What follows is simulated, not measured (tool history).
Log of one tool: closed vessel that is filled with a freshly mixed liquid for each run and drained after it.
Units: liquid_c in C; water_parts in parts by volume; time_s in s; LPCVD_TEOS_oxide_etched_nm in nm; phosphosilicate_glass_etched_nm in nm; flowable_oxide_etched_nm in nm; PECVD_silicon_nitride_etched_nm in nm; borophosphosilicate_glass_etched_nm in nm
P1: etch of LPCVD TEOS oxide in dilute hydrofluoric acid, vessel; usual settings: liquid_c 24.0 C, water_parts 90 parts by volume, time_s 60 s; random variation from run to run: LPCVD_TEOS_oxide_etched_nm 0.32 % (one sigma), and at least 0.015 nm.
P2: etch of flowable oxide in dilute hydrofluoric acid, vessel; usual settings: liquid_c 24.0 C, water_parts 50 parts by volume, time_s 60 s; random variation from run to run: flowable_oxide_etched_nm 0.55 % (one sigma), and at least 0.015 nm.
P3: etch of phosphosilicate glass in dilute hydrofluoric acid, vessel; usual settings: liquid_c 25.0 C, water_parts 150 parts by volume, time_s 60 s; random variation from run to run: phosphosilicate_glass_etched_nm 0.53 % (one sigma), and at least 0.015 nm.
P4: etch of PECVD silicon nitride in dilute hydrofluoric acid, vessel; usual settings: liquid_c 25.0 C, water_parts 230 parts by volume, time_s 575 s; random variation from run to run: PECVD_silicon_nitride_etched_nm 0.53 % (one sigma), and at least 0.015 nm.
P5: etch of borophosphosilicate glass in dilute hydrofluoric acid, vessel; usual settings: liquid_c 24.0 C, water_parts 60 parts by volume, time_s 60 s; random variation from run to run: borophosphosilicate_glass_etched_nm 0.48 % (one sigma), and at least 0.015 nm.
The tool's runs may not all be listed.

run   hour  process  liquid_c  water_parts  time_s  LPCVD_TEOS_oxide_etched_nm  phosphosilicate_glass_etched_nm  flowable_oxide_etched_nm  PECVD_silicon_nitride_etched_nm  borophosphosilicate_glass_etched_nm
  1    6.8       P1      24.0           90      60                     17.8480
  2   12.8       P3      25.0          150     115                                                       88.690
  3   19.0       P1      24.0          130      60                     11.7430
  4   23.5       P2      20.5           50      60                                                                                 56.593
  5   28.5       P4      25.0          230     575                                                                                                                11.54000
  6   36.9       P5      19.5           60      60                                                                                                                                                       65.645
  7   41.8       P1      19.5           90      60                     14.8040
  8   46.7       P1      19.0           90     105                     25.5130
  9   50.5       P2      24.0           50      95                                                                                104.240
 10   55.6       P2      24.0           50      60                                                                                 65.246
      59.7  -- thermometer replaced
 11   60.8       P5      24.0           60      60                                                                                                                                                       79.654
 12   66.7       P4      25.0          130     575                                                                                                                20.47100
 13   75.5       P1      28.5           90     100                     35.1950
 14   82.2       P1      24.0           90      60                     17.6870
 15   89.4       P1      30.0           90      60                     22.4120
 16   94.5       P1      24.0           90      60                     17.7490
 17   99.4       P4      32.5          230     575                                                                                                                17.91000
 18  105.4       P1      24.0           90      30                      8.8901
 19  113.1       P2      24.0           90      60                                                                                 34.533
 20  120.5       P3      25.0          220      60                                                       29.291
 21  127.9       P1      24.0           90     100                     29.5920
 22  135.5       P1      24.0           90      60                     17.7890
 23  141.3       P5      24.0           60     115                                                                                                                                                      151.940
 24  146.4       P3      18.5          150      60                                                       35.966
 25  151.0       P1      24.0           90      60                     17.7330
 26  156.1       P3      25.0          150      60                                                       46.399
 27  162.9       P1      24.0           90      60                     17.8150
 28  166.9       P4      25.0          230      30                                                                                                                 0.57757
 29  174.6       P1      24.0           40      60                     42.4800
 30  179.4       P5      24.0          110      60                                                                                                                                                       40.578
 31  187.3       P1      24.0           90      60                     17.7610
 32  194.9       P1      24.0           90      60                     18.2500
 33  202.1       P1      24.0           90      60                     18.5810
 34  208.4       P1      24.0           90      60                     18.7940
 35  213.9       P1      24.0           90      60                     18.6860
 36  222.4       P1      24.0           90      60                     18.8740
 37  229.7       P1      24.0           90      60                     18.8520

What P1 gives has crept away from where it was. These 2 causes fit the log equally well, each at the size given:
A: liquid hotter than its thermometer reads (K) = 1.44
B: hydrofluoric acid flow above the setpoint (%) = 5.27
The creep began at about hour 187.3.

4 check runs are offered, each on 5 wafers whose results are averaged, their results left as question marks. Which one tells the causes apart?
check 1  237.0       P5      24.0           90      85                                                                                                                                                            ?
check 2  237.0       P4      25.0          230      70                                                                                                                       ?
check 3  237.0       P2      24.0           90      95                                                                                      ?
check 4  237.0       P3      18.5          150      60                                                            ?

What each check would give under each cause:
  check                               result     if A     if B
check 1  borophosphosilicate_glass_etched_nm   76.231   76.228
check 2      PECVD_silicon_nitride_etched_nm  1.52960  1.47340
check 3             flowable_oxide_etched_nm   57.965   57.963
check 4      phosphosilicate_glass_etched_nm   38.256   38.302
How far apart the two closest causes lie, in the result that separates them most: check 1 0 %; check 2 3.75 %; check 3 0 %; check 4 0.12 %
Check 2 tells the causes apart: in the others they would give nearly the same result.

Then check 2 was run and gave: PECVD_silicon_nitride_etched_nm 1.54580 nm. Which cause is it?

It is A: liquid hotter than its thermometer reads (K).
